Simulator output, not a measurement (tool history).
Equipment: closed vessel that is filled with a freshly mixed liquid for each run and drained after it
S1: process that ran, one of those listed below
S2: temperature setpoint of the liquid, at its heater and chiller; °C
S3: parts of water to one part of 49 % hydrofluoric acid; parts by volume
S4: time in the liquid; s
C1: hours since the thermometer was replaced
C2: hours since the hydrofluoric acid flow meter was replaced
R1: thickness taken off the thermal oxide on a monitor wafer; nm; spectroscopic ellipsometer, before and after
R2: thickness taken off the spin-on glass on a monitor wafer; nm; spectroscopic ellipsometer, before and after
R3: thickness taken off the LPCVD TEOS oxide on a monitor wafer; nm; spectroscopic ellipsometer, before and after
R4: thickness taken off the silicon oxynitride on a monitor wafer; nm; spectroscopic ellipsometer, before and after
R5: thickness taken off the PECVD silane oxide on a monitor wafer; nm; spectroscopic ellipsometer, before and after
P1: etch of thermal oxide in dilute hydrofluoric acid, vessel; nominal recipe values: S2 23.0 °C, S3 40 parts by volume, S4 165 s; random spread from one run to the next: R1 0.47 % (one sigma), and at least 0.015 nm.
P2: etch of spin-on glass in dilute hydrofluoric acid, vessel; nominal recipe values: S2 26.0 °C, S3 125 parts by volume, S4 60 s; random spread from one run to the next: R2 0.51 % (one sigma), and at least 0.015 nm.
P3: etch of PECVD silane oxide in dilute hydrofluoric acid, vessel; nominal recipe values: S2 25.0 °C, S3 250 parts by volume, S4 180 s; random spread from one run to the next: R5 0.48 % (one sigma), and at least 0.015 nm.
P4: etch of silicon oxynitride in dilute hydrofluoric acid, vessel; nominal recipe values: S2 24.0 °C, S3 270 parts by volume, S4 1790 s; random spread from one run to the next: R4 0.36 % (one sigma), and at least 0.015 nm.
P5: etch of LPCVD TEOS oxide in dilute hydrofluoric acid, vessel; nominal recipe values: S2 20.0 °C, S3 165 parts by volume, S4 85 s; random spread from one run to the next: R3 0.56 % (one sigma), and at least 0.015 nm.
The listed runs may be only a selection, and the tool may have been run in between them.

Run 1, day 0.329: S1 P1, S2 23.0 °C, S3 40 parts by volume, S4 165 s; C1 1502.4; C2 251.5. Result: R1 19.4310 nm.
Run 2, day 0.529: S1 P2, S2 26.0 °C, S3 125 parts by volume, S4 60 s; C1 1507.2; C2 256.3. Result: R2 33.915 nm.
Run 3, day 0.862: S1 P5, S2 17.0 °C, S3 165 parts by volume, S4 85 s; C1 1515.2; C2 264.3. Result: R3 15.115 nm.
Run 4, day 1.042: S1 P1, S2 23.0 °C, S3 40 parts by volume, S4 165 s; C1 1519.5; C2 268.6. Result: R1 19.2940 nm.
Run 5, day 1.212: S1 P4, S2 24.0 °C, S3 270 parts by volume, S4 1790 s; C1 1523.6; C2 272.7. Result: R4 26.960 nm.
Run 6, day 1.508: S1 P3, S2 25.0 °C, S3 250 parts by volume, S4 180 s; C1 1530.7; C2 279.8. Result: R5 29.2060 nm.
Run 7, day 1.696: S1 P3, S2 25.0 °C, S3 250 parts by volume, S4 180 s; C1 1535.2; C2 284.3. Result: R5 29.2730 nm.
Run 8, day 1.983: S1 P1, S2 17.0 °C, S3 25 parts by volume, S4 165 s; C1 1542.1; C2 291.2. Result: R1 24.4010 nm.
Run 9, day 2.279: S1 P3, S2 33.5 °C, S3 250 parts by volume, S4 180 s; C1 1549.2; C2 298.3. Result: R5 38.8920 nm.
Run 10, day 2.675: S1 P2, S2 26.0 °C, S3 30 parts by volume, S4 60 s; C1 1558.7; C2 307.8. Result: R2 161.220 nm.
Run 11, day 2.938: S1 P2, S2 21.0 °C, S3 125 parts by volume, S4 60 s; C1 1565.0; C2 314.1. Result: R2 28.214 nm.
Run 12, day 3.158: S1 P5, S2 20.0 °C, S3 165 parts by volume, S4 85 s; C1 1570.3; C2 319.4. Result: R3 17.167 nm.
Run 13, day 3.421: S1 P4, S2 24.0 °C, S3 270 parts by volume, S4 2660 s; C1 1576.6; C2 325.7. Result: R4 39.974 nm.
Run 14, day 3.621: S1 P1, S2 23.0 °C, S3 40 parts by volume, S4 165 s; C1 1581.4; C2 330.5. Result: R1 19.3280 nm.
Run 15, day 3.925: S1 P1, S2 23.0 °C, S3 40 parts by volume, S4 30 s; C1 1588.7; C2 337.8. Result: R1 3.5408 nm.
Run 16, day 4.092: S1 P4, S2 24.0 °C, S3 90 parts by volume, S4 1790 s; C1 1592.7; C2 341.8. Result: R4 92.893 nm.
Run 17, day 4.312: S1 P1, S2 18.0 °C, S3 40 parts by volume, S4 165 s; C1 1598.0; C2 347.1. Result: R1 15.6020 nm.
Run 18, day 4.671: S1 P3, S2 25.0 °C, S3 250 parts by volume, S4 50 s; C1 1606.6; C2 355.7. Result: R5 8.0825 nm.
Run 19, day 4.912: S1 P1, S2 23.0 °C, S3 40 parts by volume, S4 165 s; C1 1612.4; C2 361.5. Result: R1 19.4370 nm.
Run 20, day 5.208: S1 P1, S2 17.0 °C, S3 40 parts by volume, S4 320 s; C1 1619.5; C2 368.6. Result: R1 29.0110 nm.
Run 21, day 5.488: S1 P5, S2 20.0 °C, S3 90 parts by volume, S4 85 s; C1 1626.2; C2 375.3. Result: R3 34.078 nm.
Run 22, day 5.800: S1 P1, S2 23.0 °C, S3 40 parts by volume, S4 325 s; C1 1633.7; C2 382.8. Result: R1 38.3000 nm.
Run 23, day 6.167: S1 P1, S2 23.0 °C, S3 65 parts by volume, S4 165 s; C1 1642.5; C2 391.6. Result: R1 11.4800 nm.

Run 24 has not been measured yet. What should we expect?
Run 24, day 6.442: S1 P3, S2 25.0 °C, S3 125 parts by volume, S4 180 s; C1 1649.1; C2 398.2. Result: R5 ?.

{"run 24": {"R5": 67.266}}

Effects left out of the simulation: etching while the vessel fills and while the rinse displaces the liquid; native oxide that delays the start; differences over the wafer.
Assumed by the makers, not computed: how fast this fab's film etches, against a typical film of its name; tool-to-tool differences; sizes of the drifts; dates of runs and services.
